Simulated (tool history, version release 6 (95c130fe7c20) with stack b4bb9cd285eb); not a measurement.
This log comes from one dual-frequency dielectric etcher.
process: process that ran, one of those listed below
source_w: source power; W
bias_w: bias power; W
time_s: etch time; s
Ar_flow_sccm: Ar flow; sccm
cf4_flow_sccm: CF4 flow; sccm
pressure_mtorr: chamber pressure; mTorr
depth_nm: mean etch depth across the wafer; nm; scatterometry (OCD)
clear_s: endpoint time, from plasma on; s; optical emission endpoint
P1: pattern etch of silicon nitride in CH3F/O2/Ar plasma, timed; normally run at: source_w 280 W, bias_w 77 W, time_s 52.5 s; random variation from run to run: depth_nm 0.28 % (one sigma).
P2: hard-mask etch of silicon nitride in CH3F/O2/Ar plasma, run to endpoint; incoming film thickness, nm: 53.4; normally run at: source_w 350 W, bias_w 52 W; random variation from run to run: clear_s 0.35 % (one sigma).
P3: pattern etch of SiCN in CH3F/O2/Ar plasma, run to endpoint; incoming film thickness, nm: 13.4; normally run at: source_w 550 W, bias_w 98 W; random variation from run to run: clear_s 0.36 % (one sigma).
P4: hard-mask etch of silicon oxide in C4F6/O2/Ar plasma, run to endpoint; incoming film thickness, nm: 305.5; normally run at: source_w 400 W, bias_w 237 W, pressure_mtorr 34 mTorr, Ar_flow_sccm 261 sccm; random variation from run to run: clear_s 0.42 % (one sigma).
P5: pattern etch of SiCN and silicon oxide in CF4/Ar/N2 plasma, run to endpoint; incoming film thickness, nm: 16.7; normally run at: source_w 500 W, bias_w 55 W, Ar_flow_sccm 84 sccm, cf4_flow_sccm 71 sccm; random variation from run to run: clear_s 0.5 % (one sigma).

run   hour  process  source_w  bias_w  time_s  Ar_flow_sccm  cf4_flow_sccm  pressure_mtorr  depth_nm  clear_s
  1   16.4       P1       280      77    52.5                                                 33.570
  2   30.1       P1       280      77    52.5                                                 33.407
  3   45.0       P2       350      64                                                                  87.107
  4   58.8       P5       500      38                    84             71                             20.557
  5   66.2       P1       280      77    52.5                                                 33.643
  6   74.6       P5       500      55                    84             46                             19.563
  7   82.5       P1       280      77    52.5                                                 33.703
  8   96.8       P2       350      52                                                                  93.167
  9  112.9       P1       280      77    67.5                                                 43.192
 10  125.2       P1       280      77    31.0                                                 19.908
 11  139.2       P2       470      52                                                                  83.081
 12  147.1       P1       280     103    52.5                                                 37.512
 13  163.3       P1       280      65    39.0                                                 23.553
 14  171.8       P1       280      77    52.5                                                 33.460
 15  181.3       P4       260     237                   261                             34            104.730
 16  194.0       P1       280     102    38.0                                                 27.027
 17  205.5       P4       400     237                   165                             34             84.564
 18  219.5       P5       500      55                    84             71                             18.286
 19  227.1       P5       500      55                    61             71                             17.338
 20  243.4       P3       550      98                                                                  28.315
 21  251.5       P1       380      77    52.5                                                 37.567
     263.1  -- bias power generator calibrated
 22  264.0       P3       740      98                                                                  25.304
 23  272.5       P5       680      55                    84             71                             13.845
 24  286.8       P4       400     237                   261                             25             86.347
 25  294.6       P3       550     138                                                                  24.857
 26  310.2       P1       280      55    52.5                                                 29.901
 27  322.4       P1       180      77    52.5                                                 28.499
 28  329.7       P2       350      52                                                                  93.158
 29  342.0       P4       400     237                   261                             34             89.470
 30  354.6       P4       400     177                   261                             34             98.236
 31  366.2       P1       280      77    52.5                                                 33.466
 32  382.7       P1       280      77    52.5                                                 33.407
 33  390.7       P1       280      77    52.5                                                 33.257
 34  403.0       P1       280      77    52.5                                                 33.184
 35  417.6       P1       280      77    52.5                                                 33.236
 36  424.9       P1       280      77    52.5                                                 33.162
     426.7  -- wet clean of the chamber
 37  435.5       P1       280      77    52.5                                                 33.200
 38  450.4       P1       280      77    52.5                                                 33.204

Compared with where it was, what P1 gives has crept away. Each cause listed below fits the log as well as the rest, at the size given for it:
A: source power that arrives under what is set, % = 3.68
B: bias power that arrives under what is set, % = 3.88
The drift started at roughly hour 366.2.
Excluded causes, each with its reason:
chamber walls in a state that lowers the etch rate, %: serviced at hour 426.7, after the change had begun; the process did not return to its earlier output

Below are 4 check runs, each averaged over 3 wafers, with their results shown as question marks. Which of them would give clearly different results depending on which cause is behind the drift?
check 1  465.3       P2       350      52                                                                       ?
check 2  465.3       P3       550      98                                                                       ?
check 3  465.3       P5       500      55                    84             71                                  ?
check 4  465.3       P4       400     237                   261                             34                  ?

What each check would give under each cause:
  check   result    if A    if B
check 1  clear_s  94.595  94.417
check 2  clear_s  28.706  28.723
check 3  clear_s  18.878  18.476
check 4  clear_s  90.429  90.321
Minimum pairwise separation of causes per check, each pair taken at its best-separating result: check 1 0.19 %; check 2 0.06 %; check 3 2.15 %; check 4 0.12 %
Check 3 tells the causes apart: in the others they would give nearly the same result.

After running check 3, the following was obtained: clear_s 18.543 s. Which cause does this point to?

It was cause B: bias power that arrives under what is set, %.
